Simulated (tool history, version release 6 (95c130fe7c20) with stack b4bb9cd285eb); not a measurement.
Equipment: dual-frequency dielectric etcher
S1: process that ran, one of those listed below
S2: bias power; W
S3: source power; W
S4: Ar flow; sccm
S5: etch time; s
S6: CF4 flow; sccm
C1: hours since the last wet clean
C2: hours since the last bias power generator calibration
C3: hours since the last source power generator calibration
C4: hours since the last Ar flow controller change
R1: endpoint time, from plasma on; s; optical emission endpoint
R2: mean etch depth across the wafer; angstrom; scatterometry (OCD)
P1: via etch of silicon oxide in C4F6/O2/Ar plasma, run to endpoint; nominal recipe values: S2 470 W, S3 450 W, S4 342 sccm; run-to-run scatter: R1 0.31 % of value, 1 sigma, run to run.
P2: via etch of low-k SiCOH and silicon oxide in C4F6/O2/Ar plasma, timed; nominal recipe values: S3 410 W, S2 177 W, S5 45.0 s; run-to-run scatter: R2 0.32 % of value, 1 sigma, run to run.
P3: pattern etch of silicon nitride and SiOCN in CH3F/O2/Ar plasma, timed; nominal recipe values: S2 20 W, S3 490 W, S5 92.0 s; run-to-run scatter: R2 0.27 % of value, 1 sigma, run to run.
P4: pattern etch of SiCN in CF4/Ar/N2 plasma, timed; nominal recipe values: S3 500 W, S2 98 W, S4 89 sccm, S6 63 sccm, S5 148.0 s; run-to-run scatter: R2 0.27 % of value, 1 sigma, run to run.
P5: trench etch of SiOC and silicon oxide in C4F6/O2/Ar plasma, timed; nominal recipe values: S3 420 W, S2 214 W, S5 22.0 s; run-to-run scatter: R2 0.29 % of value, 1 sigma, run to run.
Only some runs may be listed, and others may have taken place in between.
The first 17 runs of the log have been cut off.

Run 18, hour 198.2: S1 P3, S2 20 W, S3 490 W, S5 72.0 s; C1 159.2; C2 3441.8; C3 2240.2; C4 62.3. Result: R2 103.12 angstrom.
Run 19, hour 206.8: S1 P1, S2 470 W, S3 450 W, S4 481 sccm; C1 167.8; C2 3450.4; C3 2248.8; C4 70.9. Result: R1 16.621 s.
Run 20, hour 220.6: S1 P4, S2 98 W, S3 500 W, S4 89 sccm, S5 148.0 s, S6 63 sccm; C1 181.6; C2 3464.2; C3 2262.6; C4 84.7. Result: R2 1607.10 angstrom.
Run 21, hour 228.7: S1 P1, S2 363 W, S3 300 W, S4 342 sccm; C1 189.7; C2 3472.3; C3 2270.7; C4 92.8. Result: R1 20.522 s.
Run 22, hour 243.9: S1 P3, S2 20 W, S3 490 W, S5 92.0 s; C1 204.9; C2 3487.5; C3 2285.9; C4 108.0. Result: R2 132.29 angstrom.
Run 23, hour 252.5: S1 P1, S2 470 W, S3 450 W, S4 342 sccm; C1 213.5; C2 3496.1; C3 2294.5; C4 116.6. Result: R1 15.991 s.
Run 24, hour 263.7: S1 P4, S2 58 W, S3 500 W, S4 89 sccm, S5 148.0 s, S6 63 sccm; C1 224.7; C2 3507.3; C3 2305.7; C4 127.8. Result: R2 1346.10 angstrom.
Run 25, hour 275.3: S1 P1, S2 470 W, S3 450 W, S4 342 sccm; C1 236.3; C2 3518.9; C3 2317.3; C4 139.4. Result: R1 15.893 s.
Run 26, hour 283.2: S1 P5, S2 214 W, S3 420 W, S5 28.0 s; C1 244.2; C2 3526.8; C3 2325.2; C4 147.3. Result: R2 582.29 angstrom.
Run 27, hour 298.7: S1 P5, S2 214 W, S3 420 W, S5 22.0 s; C1 259.7; C2 3542.3; C3 2340.7; C4 162.8. Result: R2 459.44 angstrom.
Run 28, hour 312.5: S1 P4, S2 98 W, S3 500 W, S4 106 sccm, S5 148.0 s, S6 63 sccm; C1 273.5; C2 3556.1; C3 2354.5; C4 176.6. Result: R2 1575.90 angstrom.
Run 29, hour 327.6: S1 P4, S2 98 W, S3 690 W, S4 89 sccm, S5 148.0 s, S6 63 sccm; C1 288.6; C2 3571.2; C3 2369.6; C4 191.7. Result: R2 2125.20 angstrom.
Run 30, hour 337.4: S1 P5, S2 214 W, S3 420 W, S5 22.0 s; C1 298.4; C2 3581.0; C3 2379.4; C4 201.5. Result: R2 459.57 angstrom.
Run 31, hour 344.5: S1 P1, S2 369 W, S3 450 W, S4 342 sccm; C1 305.5; C2 3588.1; C3 2386.5; C4 208.6. Result: R1 17.425 s.
Run 32, hour 356.8: S1 P4, S2 98 W, S3 500 W, S4 89 sccm, S5 85.0 s, S6 63 sccm; C1 317.8; C2 3600.4; C3 2398.8; C4 220.9. Result: R2 923.90 angstrom.
Run 33, hour 370.7: S1 P2, S2 122 W, S3 410 W, S5 45.0 s; C1 331.7; C2 3614.3; C3 2412.7; C4 234.8. Result: R2 1075.80 angstrom.
Run 34, hour 378.9: S1 P5, S2 151 W, S3 420 W, S5 22.0 s; C1 339.9; C2 3622.5; C3 2420.9; C4 243.0. Result: R2 409.83 angstrom.
Run 35, hour 388.2: S1 P1, S2 470 W, S3 450 W, S4 342 sccm; C1 349.2; C2 3631.8; C3 2430.2; C4 252.3. Result: R1 15.975 s.
Run 36, hour 396.7: S1 P1, S2 470 W, S3 450 W, S4 342 sccm; C1 357.7; C2 3640.3; C3 2438.7; C4 260.8. Result: R1 16.073 s.
Run 37, hour 410.5: S1 P1, S2 470 W, S3 450 W, S4 342 sccm; C1 371.5; C2 3654.1; C3 2452.5; C4 274.6. Result: R1 16.202 s.
Run 38, hour 417.5: S1 P1, S2 470 W, S3 450 W, S4 342 sccm; C1 378.5; C2 3661.1; C3 2459.5; C4 281.6. Result: R1 16.155 s.
Run 39, hour 427.6: S1 P1, S2 470 W, S3 450 W, S4 342 sccm; C1 388.6; C2 3671.2; C3 2469.6; C4 291.7. Result: R1 16.130 s.

Expected results for the next run?
Run 40, hour 435.4: S1 P1, S2 470 W, S3 450 W, S4 342 sccm; C1 396.4; C2 3679.0; C3 2477.4; C4 299.5. Result: R1 ?.

Logged for run 40: R1 16.196 s.
